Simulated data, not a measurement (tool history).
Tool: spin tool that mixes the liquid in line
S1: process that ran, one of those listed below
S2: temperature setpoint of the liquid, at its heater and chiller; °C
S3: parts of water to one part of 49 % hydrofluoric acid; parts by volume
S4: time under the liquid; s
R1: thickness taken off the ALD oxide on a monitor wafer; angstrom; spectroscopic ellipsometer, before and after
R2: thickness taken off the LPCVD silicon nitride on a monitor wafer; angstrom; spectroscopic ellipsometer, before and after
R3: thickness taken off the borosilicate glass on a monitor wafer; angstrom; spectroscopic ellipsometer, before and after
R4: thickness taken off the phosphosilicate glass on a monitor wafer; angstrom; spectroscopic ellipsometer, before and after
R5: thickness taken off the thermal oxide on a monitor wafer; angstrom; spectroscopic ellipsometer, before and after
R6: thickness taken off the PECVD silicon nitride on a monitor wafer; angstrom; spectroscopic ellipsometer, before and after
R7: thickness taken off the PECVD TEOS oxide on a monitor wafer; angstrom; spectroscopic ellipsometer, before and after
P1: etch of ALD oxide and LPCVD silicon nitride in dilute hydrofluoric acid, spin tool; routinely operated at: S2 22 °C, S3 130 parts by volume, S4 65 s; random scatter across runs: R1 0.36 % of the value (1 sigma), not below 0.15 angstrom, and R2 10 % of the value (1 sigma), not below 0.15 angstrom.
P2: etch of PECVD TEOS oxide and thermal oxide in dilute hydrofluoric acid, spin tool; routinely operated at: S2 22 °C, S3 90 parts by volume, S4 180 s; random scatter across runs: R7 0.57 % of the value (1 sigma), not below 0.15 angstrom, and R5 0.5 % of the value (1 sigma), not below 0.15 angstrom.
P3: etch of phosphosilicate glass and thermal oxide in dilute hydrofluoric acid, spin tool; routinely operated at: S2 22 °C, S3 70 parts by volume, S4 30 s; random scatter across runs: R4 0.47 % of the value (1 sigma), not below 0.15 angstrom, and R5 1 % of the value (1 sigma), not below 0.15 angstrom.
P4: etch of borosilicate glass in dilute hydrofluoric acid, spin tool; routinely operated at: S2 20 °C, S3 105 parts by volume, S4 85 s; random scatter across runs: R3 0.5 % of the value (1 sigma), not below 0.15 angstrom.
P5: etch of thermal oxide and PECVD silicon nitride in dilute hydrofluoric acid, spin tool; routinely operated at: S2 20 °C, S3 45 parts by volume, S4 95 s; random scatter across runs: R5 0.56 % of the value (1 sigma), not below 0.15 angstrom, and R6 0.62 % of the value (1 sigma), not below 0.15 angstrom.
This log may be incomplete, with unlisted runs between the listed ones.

| run | hour | S1 | S2 | S3 | S4 | R1 | R2 | R3 | R4 | R5 | R6 | R7 |
|---|---|---|---|---|---|---|---|---|---|---|---|---|
| 1 | 8.2 | P1 | 22 | 130 | 65 | 75.449 | 2.4961 |  |  |  |  |  |
| 2 | 15.9 | P4 | 17 | 105 | 85 |  |  | 202.01 |  |  |  |  |
| 3 | 20.3 | P1 | 22 | 130 | 65 | 75.585 | 2.1952 |  |  |  |  |  |
| 4 | 26.3 | P4 | 20 | 35 | 85 |  |  | 736.2 |  |  |  |  |
| 5 | 32.9 | P3 | 22 | 70 | 30 |  |  |  | 384.02 | 20.596 |  |  |
| 6 | 39.3 | P5 | 20 | 45 | 95 |  |  |  |  | 92.656 | 36.198 |  |
| 7 | 43.4 | P5 | 20 | 45 | 15 |  |  |  |  | 14.608 | 6.1305 |  |
| 8 | 51.8 | P1 | 22 | 130 | 65 | 75.304 | 2.1234 |  |  |  |  |  |
| 9 | 56.2 | P3 | 29 | 70 | 30 |  |  |  | 506.22 | 26.856 |  |  |
|  | 59 | thermometer replaced |
| 10 | 62.5 | P4 | 20 | 105 | 85 |  |  | 226.12 |  |  |  |  |
| 11 | 66.7 | P2 | 22 | 20 | 180 |  |  |  |  | 457.69 |  | 768.72 |
| 12 | 72.1 | P3 | 22 | 70 | 30 |  |  |  | 385.59 | 20.266 |  |  |
| 13 | 76.5 | P1 | 22 | 205 | 65 | 44.267 | 1.6782 |  |  |  |  |  |
| 14 | 84.7 | P1 | 22 | 130 | 65 | 75.572 | 2.3339 |  |  |  |  |  |
| 15 | 92.9 | P3 | 22 | 100 | 30 |  |  |  | 260.87 | 14.137 |  |  |
| 16 | 99.4 | P1 | 30 | 130 | 65 | 102.92 | 4.3668 |  |  |  |  |  |
| 17 | 106.9 | P2 | 22 | 90 | 180 |  |  |  |  | 92.437 |  | 157.4 |
| 18 | 110.6 | P1 | 22 | 130 | 125 | 145.88 | 3.6816 |  |  |  |  |  |
| 19 | 115.3 | P5 | 20 | 45 | 95 |  |  |  |  | 91.829 | 36.457 |  |
| 20 | 123.6 | P2 | 28 | 90 | 180 |  |  |  |  | 117.7 |  | 198.27 |
| 21 | 129 | P1 | 22 | 130 | 35 | 40.508 | 1.2111 |  |  |  |  |  |
| 22 | 136.4 | P1 | 22 | 130 | 65 | 75.815 | 1.8006 |  |  |  |  |  |
| 23 | 143.5 | P3 | 22 | 70 | 15 |  |  |  | 192.33 | 10.283 |  |  |
| 24 | 150.8 | P5 | 20 | 70 | 95 |  |  |  |  | 57.832 | 23.457 |  |
| 25 | 158.2 | P1 | 17 | 130 | 15 | 14.312 | 0.3527 |  |  |  |  |  |
| 26 | 162.2 | P1 | 17 | 130 | 65 | 61.509 | 1.5917 |  |  |  |  |  |
| 27 | 166.1 | P4 | 20 | 105 | 15 |  |  | 40.242 |  |  |  |  |
| 28 | 174.3 | P1 | 22 | 65 | 65 | 164.73 | 4.6494 |  |  |  |  |  |
| 29 | 180.9 | P2 | 22 | 90 | 285 |  |  |  |  | 146.6 |  | 247.03 |
| 30 | 187.4 | P5 | 17 | 45 | 95 |  |  |  |  | 81.314 | 29.134 |  |
| 31 | 194.1 | P1 | 17 | 130 | 110 | 105.29 | 3.0024 |  |  |  |  |  |
| 32 | 200.2 | P1 | 22 | 130 | 65 | 75.636 | 2.5474 |  |  |  |  |  |
| 33 | 206.4 | P1 | 22 | 130 | 65 | 77.798 | 2.4069 |  |  |  |  |  |
| 34 | 213.2 | P1 | 22 | 130 | 65 | 78.62 | 2.5484 |  |  |  |  |  |
| 35 | 217.6 | P1 | 22 | 130 | 65 | 79.148 | 2.5027 |  |  |  |  |  |
| 36 | 222.7 | P1 | 22 | 130 | 65 | 79.421 | 3.0948 |  |  |  |  |  |
| 37 | 231.1 | P1 | 22 | 130 | 65 | 80.117 | 2.3676 |  |  |  |  |  |
| 38 | 236.7 | P1 | 22 | 130 | 65 | 79.89 | 2.4439 |  |  |  |  |  |
| 39 | 245 | P1 | 22 | 130 | 65 | 79.781 | 2.5492 |  |  |  |  |  |

What P1 gives has crept away from where it was. These 2 causes fit the log equally well, each at the size given:
A: hydrofluoric acid flow above the setpoint (%) = 4.89
B: liquid hotter than its thermometer reads (K) = 1.39
At approximately hour 200.2, the process output began to creep.

The 4 check runs listed below each average the results of 2 wafers, and their outcomes are marked with question marks. Under which run would the listed causes produce clearly different results?
| check 1 | 253.3 | P5 | 20 | 45 | 95 |  |  |  |  | ? | ? |  |
| check 2 | 253.3 | P4 | 20 | 105 | 85 |  |  | ? |  |  |  |  |
| check 3 | 253.3 | P2 | 22 | 90 | 180 |  |  |  |  | ? |  | ? |
| check 4 | 253.3 | P3 | 22 | 70 | 30 |  |  |  | ? | ? |  |  |

What each check would give under each cause:
| check | result | if A | if B |
|---|---|---|---|
| check 1 | R5 | 97.07 | 97.909 |
| check 1 | R6 | 37.952 | 39.894 |
| check 2 | R3 | 240.83 | 241.63 |
| check 3 | R5 | 97.952 | 98.277 |
| check 3 | R7 | 165.02 | 165.57 |
| check 4 | R4 | 404.18 | 406.31 |
| check 4 | R5 | 21.359 | 21.471 |
Smallest distance between any two causes, each pair judged by its most separating result, in per cent: check 1 4.99 %; check 2 0.33 %; check 3 0.33 %; check 4 0.52 %
Check 1 distinguishes between the causes, while the remaining checks would return nearly the same result for all of them.

Check 1 was then run and gave: R5 97.321 angstrom; R6 38.044 angstrom. Which cause is it?

The correct cause is A, namely: hydrofluoric acid flow above the setpoint (%).

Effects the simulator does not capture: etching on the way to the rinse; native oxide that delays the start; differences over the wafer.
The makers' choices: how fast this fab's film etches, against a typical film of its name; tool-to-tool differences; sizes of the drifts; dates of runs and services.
